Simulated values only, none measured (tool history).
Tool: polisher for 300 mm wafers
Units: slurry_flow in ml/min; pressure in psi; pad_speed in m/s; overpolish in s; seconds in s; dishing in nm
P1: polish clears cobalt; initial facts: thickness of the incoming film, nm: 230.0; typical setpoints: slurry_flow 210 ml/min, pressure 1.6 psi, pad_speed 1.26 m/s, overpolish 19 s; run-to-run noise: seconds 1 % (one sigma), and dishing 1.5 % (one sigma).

run,hour,slurry_flow,pressure,pad_speed,overpolish,wafers polished on this pad,hours since the slurry nozzle was cleaned,hours since the head pressure was calibrated,seconds,dishing
1,7.6,210,1.6,1.26,19,250,171.2,301.4,43.413,38.993
2,21.2,210,1.6,1.26,34,363,184.8,315.0,43.293,42.986
3,30.7,125,1.6,1.26,6,443,194.3,324.5,47.207,21.127
4,44.9,210,2.6,1.26,19,562,208.5,338.7,27.236,42.271
5,59.7,210,1.6,1.26,10,686,223.3,353.5,43.553,31.488
6,74.4,210,1.6,0.70,19,809,238.0,368.2,77.763,31.669
7,88.6,310,1.6,1.26,19,928,252.2,382.4,41.025,40.886
8,98.9,210,1.6,1.26,19,1015,262.5,392.7,42.682,39.212
9,112.6,210,0.7,1.26,19,1129,276.2,406.4,98.534,28.075
10,124.3,210,1.6,1.26,19,1227,287.9,418.1,43.645,40.678
11,138.8,210,1.6,1.26,19,1349,302.4,432.6,43.647,39.513
12,148.1,210,1.6,1.92,19,1427,311.7,441.9,29.112,42.691
13,159.5,125,1.6,1.26,19,1522,323.1,453.3,47.448,38.815
14,170.4,210,1.6,1.26,19,1614,334.0,464.2,42.838,38.546
15,182.7,210,1.6,1.26,19,1717,346.3,476.5,43.617,39.411
16,190.2,210,1.6,1.26,19,1779,353.8,484.0,43.999,39.688
17,202.9,210,1.6,1.26,19,1886,366.5,496.7,45.162,37.983

Predict the results of run 18:
18,214.9,210,1.6,1.26,19,1986,378.5,508.7,?,?

Run 18 came out at seconds 45.936 s, dishing 38.605 nm.

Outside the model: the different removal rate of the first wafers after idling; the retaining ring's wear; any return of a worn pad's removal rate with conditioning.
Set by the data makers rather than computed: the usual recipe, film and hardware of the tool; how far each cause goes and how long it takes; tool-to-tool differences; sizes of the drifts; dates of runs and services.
